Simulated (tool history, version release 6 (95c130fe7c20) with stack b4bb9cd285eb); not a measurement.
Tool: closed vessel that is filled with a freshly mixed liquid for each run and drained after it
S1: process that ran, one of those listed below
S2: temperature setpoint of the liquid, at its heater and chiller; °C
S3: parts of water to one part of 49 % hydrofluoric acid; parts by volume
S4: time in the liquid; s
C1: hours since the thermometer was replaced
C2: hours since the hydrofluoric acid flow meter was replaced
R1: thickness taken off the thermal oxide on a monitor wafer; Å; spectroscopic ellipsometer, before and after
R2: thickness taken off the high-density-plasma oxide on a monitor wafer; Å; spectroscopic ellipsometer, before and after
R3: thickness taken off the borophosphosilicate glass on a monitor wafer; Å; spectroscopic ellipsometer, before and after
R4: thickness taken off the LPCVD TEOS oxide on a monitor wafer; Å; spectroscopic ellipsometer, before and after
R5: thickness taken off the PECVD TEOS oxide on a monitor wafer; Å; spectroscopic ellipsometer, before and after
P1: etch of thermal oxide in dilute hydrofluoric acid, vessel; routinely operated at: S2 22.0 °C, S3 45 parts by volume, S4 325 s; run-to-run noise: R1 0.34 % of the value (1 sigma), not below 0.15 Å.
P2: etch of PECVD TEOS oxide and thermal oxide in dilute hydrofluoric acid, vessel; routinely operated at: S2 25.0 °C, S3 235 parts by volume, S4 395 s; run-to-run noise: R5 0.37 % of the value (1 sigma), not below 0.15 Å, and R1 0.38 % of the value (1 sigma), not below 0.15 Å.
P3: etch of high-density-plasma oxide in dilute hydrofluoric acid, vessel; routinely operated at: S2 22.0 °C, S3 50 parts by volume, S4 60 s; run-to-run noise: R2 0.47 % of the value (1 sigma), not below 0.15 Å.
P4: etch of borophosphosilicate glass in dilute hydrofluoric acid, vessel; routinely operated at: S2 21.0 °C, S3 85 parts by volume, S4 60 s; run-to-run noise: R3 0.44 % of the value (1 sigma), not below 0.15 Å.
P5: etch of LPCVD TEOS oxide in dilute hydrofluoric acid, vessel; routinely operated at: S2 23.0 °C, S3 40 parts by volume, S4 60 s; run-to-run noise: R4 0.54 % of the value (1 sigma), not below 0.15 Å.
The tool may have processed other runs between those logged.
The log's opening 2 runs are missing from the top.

run,hour,S1,S2,S3,S4,C1,C2,R1,R2,R3,R4,R5
3,16.1,P3,17.5,50,60,381.4,673.1,,49.004,,,
4,19.9,P1,27.5,45,325,385.2,676.9,422.470,,,,
5,27.1,P4,21.0,85,60,392.4,684.1,,,272.27,,
6,33.8,P1,17.5,45,30,399.1,690.8,25.393,,,,
7,40.9,P1,22.0,45,115,406.2,697.9,118.370,,,,
8,46.3,P5,23.0,40,30,411.6,703.3,,,,243.20,
9,53.1,P2,25.0,65,395,418.4,710.1,315.320,,,,1865.70
10,56.5,P1,22.0,45,325,421.8,713.5,337.180,,,,
11,63.5,P3,22.0,50,60,428.8,720.5,,60.067,,,
12,67.1,P1,18.0,45,160,432.4,724.1,139.240,,,,
13,70.7,P3,22.0,80,60,436.0,727.7,,35.887,,,
14,78.3,P2,25.0,235,395,443.6,735.3,71.379,,,,420.76
15,82.0,P3,22.0,50,100,447.3,739.0,,99.062,,,
16,85.6,P5,23.0,40,60,450.9,742.6,,,,482.84,
17,91.2,P1,22.0,20,325,456.5,748.2,781.850,,,,
18,98.0,P4,21.0,125,60,463.3,755.0,,,176.74,,
19,102.4,P1,22.0,45,470,467.7,759.4,486.300,,,,
20,107.3,P4,21.0,85,115,472.6,764.3,,,519.86,,
21,113.0,P5,23.0,40,60,478.3,770.0,,,,488.67,
22,116.4,P5,23.0,20,60,481.7,773.4,,,,999.47,
23,120.4,P5,17.0,40,60,485.7,777.4,,,,378.66,
24,126.4,P3,22.0,50,60,491.7,783.4,,60.291,,,
25,133.8,P1,18.5,45,325,499.1,790.8,288.910,,,,
26,139.0,P4,26.5,85,60,504.3,796.0,,,338.63,,
27,143.9,P1,22.0,45,325,509.2,800.9,337.370,,,,

What does the tool deliver on the next run?
28,149.0,P1,22.0,45,325,514.3,806.0,?,,,,

Run 28 measured R1 338.870 Å.
